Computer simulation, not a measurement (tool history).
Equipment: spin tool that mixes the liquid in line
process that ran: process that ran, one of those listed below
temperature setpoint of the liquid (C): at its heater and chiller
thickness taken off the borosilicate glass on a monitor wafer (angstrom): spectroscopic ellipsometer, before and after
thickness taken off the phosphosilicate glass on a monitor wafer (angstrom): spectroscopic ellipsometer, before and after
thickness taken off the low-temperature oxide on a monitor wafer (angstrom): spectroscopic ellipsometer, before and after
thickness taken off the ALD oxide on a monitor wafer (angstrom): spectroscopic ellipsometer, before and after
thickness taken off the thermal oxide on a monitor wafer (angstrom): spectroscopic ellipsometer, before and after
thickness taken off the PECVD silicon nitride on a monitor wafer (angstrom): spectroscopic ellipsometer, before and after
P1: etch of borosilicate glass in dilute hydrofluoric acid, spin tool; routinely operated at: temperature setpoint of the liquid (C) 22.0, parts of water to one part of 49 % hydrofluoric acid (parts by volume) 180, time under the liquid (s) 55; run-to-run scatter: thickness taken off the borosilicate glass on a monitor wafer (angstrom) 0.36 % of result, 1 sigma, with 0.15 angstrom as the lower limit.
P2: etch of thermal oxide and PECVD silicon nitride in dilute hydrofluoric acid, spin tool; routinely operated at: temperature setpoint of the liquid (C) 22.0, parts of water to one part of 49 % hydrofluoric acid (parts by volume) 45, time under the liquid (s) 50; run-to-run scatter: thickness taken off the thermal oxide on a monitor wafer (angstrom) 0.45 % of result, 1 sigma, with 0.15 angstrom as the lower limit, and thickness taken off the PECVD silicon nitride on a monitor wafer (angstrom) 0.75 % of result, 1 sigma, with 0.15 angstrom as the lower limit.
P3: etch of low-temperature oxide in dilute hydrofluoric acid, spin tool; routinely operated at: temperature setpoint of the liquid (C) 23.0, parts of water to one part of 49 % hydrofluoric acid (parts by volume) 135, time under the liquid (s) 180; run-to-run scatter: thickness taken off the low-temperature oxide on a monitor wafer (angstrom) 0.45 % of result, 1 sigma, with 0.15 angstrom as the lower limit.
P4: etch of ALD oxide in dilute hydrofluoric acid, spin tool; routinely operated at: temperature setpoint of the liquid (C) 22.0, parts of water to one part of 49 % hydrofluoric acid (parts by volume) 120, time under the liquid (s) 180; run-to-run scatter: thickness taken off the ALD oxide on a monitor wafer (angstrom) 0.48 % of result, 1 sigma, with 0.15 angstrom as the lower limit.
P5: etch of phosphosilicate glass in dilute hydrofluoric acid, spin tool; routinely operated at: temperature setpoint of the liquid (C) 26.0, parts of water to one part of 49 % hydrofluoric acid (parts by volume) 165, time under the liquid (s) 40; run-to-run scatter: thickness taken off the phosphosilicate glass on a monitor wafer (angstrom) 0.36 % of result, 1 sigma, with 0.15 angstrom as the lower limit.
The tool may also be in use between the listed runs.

run,hour,process that ran,temperature setpoint of the liquid (C),parts of water to one part of 49 % hydrofluoric acid (parts by volume),time under the liquid (s),hours since the thermometer was replaced,hours since the hydrofluoric acid flow meter was replaced,thickness taken off the borosilicate glass on a monitor wafer (angstrom),thickness taken off the phosphosilicate glass on a monitor wafer (angstrom),thickness taken off the low-temperature oxide on a monitor wafer (angstrom),thickness taken off the ALD oxide on a monitor wafer (angstrom),thickness taken off the thermal oxide on a monitor wafer (angstrom),thickness taken off the PECVD silicon nitride on a monitor wafer (angstrom)
1,14.0,P1,22.0,180,55,731.1,1079.5,115.660,,,,,
2,27.4,P1,27.0,180,55,744.5,1092.9,138.340,,,,,
3,36.3,P5,26.0,165,75,753.4,1101.8,,626.37,,,,
4,48.4,P5,22.5,165,40,765.5,1113.9,,291.49,,,,
5,60.7,P1,22.0,180,110,777.8,1126.2,231.280,,,,,
6,78.1,P3,29.5,135,180,795.2,1143.6,,,168.84,,,
7,91.2,P1,22.0,180,25,808.3,1156.7,53.021,,,,,
8,100.7,P1,22.0,180,55,817.8,1166.2,115.280,,,,,
# hour 111.7: hydrofluoric acid flow meter replaced
9,112.3,P1,22.0,180,55,829.4,0.7,115.760,,,,,
10,127.8,P5,26.0,165,40,844.9,16.2,,330.57,,,,
11,144.2,P4,22.0,120,280,861.3,32.6,,,,378.97,,
12,156.5,P1,22.0,50,80,873.6,44.9,700.750,,,,,
13,166.2,P1,22.0,180,55,883.3,54.6,115.180,,,,,
14,178.5,P1,22.0,180,55,895.6,66.9,114.890,,,,,
15,195.6,P2,22.0,45,50,912.7,84.0,,,,,55.485,31.418
16,205.6,P4,22.0,210,180,922.7,94.0,,,,127.27,,
17,221.0,P3,23.0,135,180,938.1,109.4,,,133.03,,,
18,238.1,P2,22.0,70,50,955.2,126.5,,,,,34.730,20.428
19,254.9,P1,22.0,80,55,972.0,143.3,291.730,,,,,
20,267.1,P1,22.0,280,55,984.2,155.5,67.016,,,,,
21,276.2,P4,22.0,120,180,993.3,164.6,,,,244.75,,
22,292.0,P4,17.0,120,180,1009.1,180.4,,,,197.46,,
23,308.1,P2,17.5,45,50,1025.2,196.5,,,,,46.558,22.960
24,317.0,P2,22.0,45,95,1034.1,205.4,,,,,106.650,59.742

Expected results for the next run?
# hour 327.0: thermometer replaced
25,328.6,P5,26.0,90,40,1.6,217.0,,?,,,,

thickness taken off the phosphosilicate glass on a monitor wafer (angstrom): 667.63

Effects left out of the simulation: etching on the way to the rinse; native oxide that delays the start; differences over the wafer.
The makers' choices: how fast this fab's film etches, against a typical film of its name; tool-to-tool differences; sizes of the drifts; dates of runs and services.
